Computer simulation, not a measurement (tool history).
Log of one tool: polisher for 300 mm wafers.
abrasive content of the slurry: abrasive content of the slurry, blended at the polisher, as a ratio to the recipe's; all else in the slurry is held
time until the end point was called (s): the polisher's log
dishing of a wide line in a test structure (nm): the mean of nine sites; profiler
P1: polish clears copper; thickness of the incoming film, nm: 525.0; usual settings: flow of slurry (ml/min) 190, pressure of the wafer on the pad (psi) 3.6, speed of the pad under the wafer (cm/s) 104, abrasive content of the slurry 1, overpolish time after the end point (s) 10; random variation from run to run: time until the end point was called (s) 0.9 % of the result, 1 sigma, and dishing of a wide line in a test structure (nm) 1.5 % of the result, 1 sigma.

run     day  flow of slurry (ml/min)  pressure of the wafer on the pad (psi)  speed of the pad under the wafer (cm/s)  abrasive content of the slurry  overpolish time after the end point (s)  wafers polished on this pad  hours since the slurry nozzle was cleaned  hours since the head pressure was calibrated  hours since the slurry blender was calibrated  time until the end point was called (s)  dishing of a wide line in a test structure (nm)
  1   0.512                      190                                     3.6                                      104                               1                                       10                          334                                       86.4                                         446.4                                          172.3                                   136.03                                            26.63
  2   1.154                      190                                     3.6                                      104                               1                                       10                          435                                      101.8                                         461.8                                          187.7                                   138.98                                           25.249
  3   1.638                      190                                     3.6                                      104                            0.55                                       10                          511                                      113.4                                         473.4                                          199.3                                   158.32                                           23.175
  4   2.221                      190                                     3.6                                      104                               1                                        3                          602                                      127.4                                         487.4                                          213.3                                   137.66                                           8.5647
  5   2.779                      190                                     2.1                                      104                               1                                       10                          690                                      140.8                                         500.8                                          226.7                                   237.38                                           15.374
  6   3.162                      190                                     3.6                                      104                               1                                       10                          750                                        150                                           510                                          235.9                                   140.66                                           25.817
  7   3.579                      190                                     3.6                                      104                               1                                       10                          815                                        160                                           520                                          245.9                                   136.03                                           25.192
  8   4.167                      190                                     3.6                                      104                               1                                       10                          907                                      174.1                                         534.1                                            260                                   136.57                                           25.482
  9     4.6                      190                                       5                                      104                               1                                       10                          975                                      184.5                                         544.5                                          270.4                                   99.597                                             34.8
 10   5.004                      290                                     3.6                                      104                               1                                       10                         1039                                      194.2                                         554.2                                          280.1                                   130.15                                           26.803
 11   5.396                      190                                     3.6                                       48                               1                                       10                         1100                                      203.6                                         563.6                                          289.5                                   298.49                                           13.188
 12   6.062                      190                                     3.6                                      104                             1.4                                       16                         1205                                      219.6                                         579.6                                          305.5                                   129.02                                           39.632
 13   6.667                      190                                     3.6                                      158                               1                                       10                         1299                                      234.1                                         594.1                                            320                                   90.306                                           35.582
 14   7.262                      190                                     3.6                                      104                             1.5                                       10                         1393                                      248.4                                         608.4                                          334.3                                   127.84                                           28.444
 15   7.846                      190                                     3.6                                      104                               1                                       19                         1484                                      262.4                                         622.4                                          348.3                                   135.98                                           42.142
 16   8.217                      115                                     3.6                                      104                               1                                       10                         1543                                      271.3                                         631.3                                          357.2                                   150.65                                           24.317
 17   8.583                      190                                     3.6                                      104                               1                                       10                         1600                                      280.1                                         640.1                                            366                                   137.64                                           24.709
 18   9.221                      190                                     3.6                                      104                               1                                       10                         1700                                      295.4                                         655.4                                          381.3                                   143.15                                           24.724
 19   9.888                      190                                     3.6                                      104                               1                                       10                         1805                                      311.4                                         671.4                                          397.3                                   145.15                                           24.437
     10.083  -- head pressure recalibrated
 20  10.233                      190                                     3.6                                      104                               1                                       10                         1859                                      319.7                                           3.7                                          405.6                                   146.67                                           23.771
 21  10.767                      190                                     3.6                                      104                               1                                       10                         1942                                      332.5                                          16.5                                          418.4                                   150.94                                           24.227
     10.792  -- slurry blender recalibrated
 22  11.471                      190                                     3.6                                      104                               1                                       10                         2053                                      349.4                                          33.4                                           16.4                                   149.22                                           24.087
 23  11.838                      190                                     3.6                                      104                               1                                       10                         2110                                      358.2                                          42.2                                           25.2                                   152.24                                           24.369
 24  12.196                      190                                     3.6                                      104                               1                                       10                         2166                                      366.8                                          50.8                                           33.8                                   151.54                                           23.833

What P1 gives has crept away from where it was. These 2 causes fit the log equally well, each at the size given:
A: slurry flow missing at the pad, % = 39.8
B: removal rate lost through wear of the pad, % = 8.58
The creep began at about day 8.583.
Why every other cause is out:
head's pressure below its setpoint, %: serviced at day 10.083, which brought nothing back
abrasive missing from the slurry, %: serviced at day 10.792, which brought nothing back

4 check runs are offered, each on 5 wafers whose results are averaged, their results left as question marks. Which one tells the causes apart?
check 1  12.554                      285                                     3.6                                      104                               1                                       10                                                                                                                                                                                                             ?                                                ?
check 2  12.554                      190                                     3.6                                      104                             0.6                                       10                                                                                                                                                                                                             ?                                                ?
check 3  12.554                      190                                     3.6                                      104                            1.45                                        5                                                                                                                                                                                                             ?                                                ?
check 4  12.554                      190                                     3.6                                      104                             1.3                                       10                                                                                                                                                                                                             ?                                                ?

What each check would give under each cause:
  check                                           result    if A    if B
check 1          time until the end point was called (s)  140.06  144.07
check 1  dishing of a wide line in a test structure (nm)   25.51  24.918
check 2          time until the end point was called (s)  167.86  167.84
check 2  dishing of a wide line in a test structure (nm)  21.895  21.896
check 3          time until the end point was called (s)  139.17  139.15
check 3  dishing of a wide line in a test structure (nm)  13.983  13.984
check 4          time until the end point was called (s)  142.58  142.57
check 4  dishing of a wide line in a test structure (nm)  25.134  25.135
How far apart the two closest causes lie, in the result that separates them most: check 1 2.82 %; check 2 0.01 %; check 3 0.01 %; check 4 0.01 %
Only check 1 tells the causes apart: in the others they would give nearly the same result.

Then check 1 was run and gave: time until the end point was called (s) 141.11; dishing of a wide line in a test structure (nm) 25.38. Which cause is it?

It is A: slurry flow missing at the pad, %.
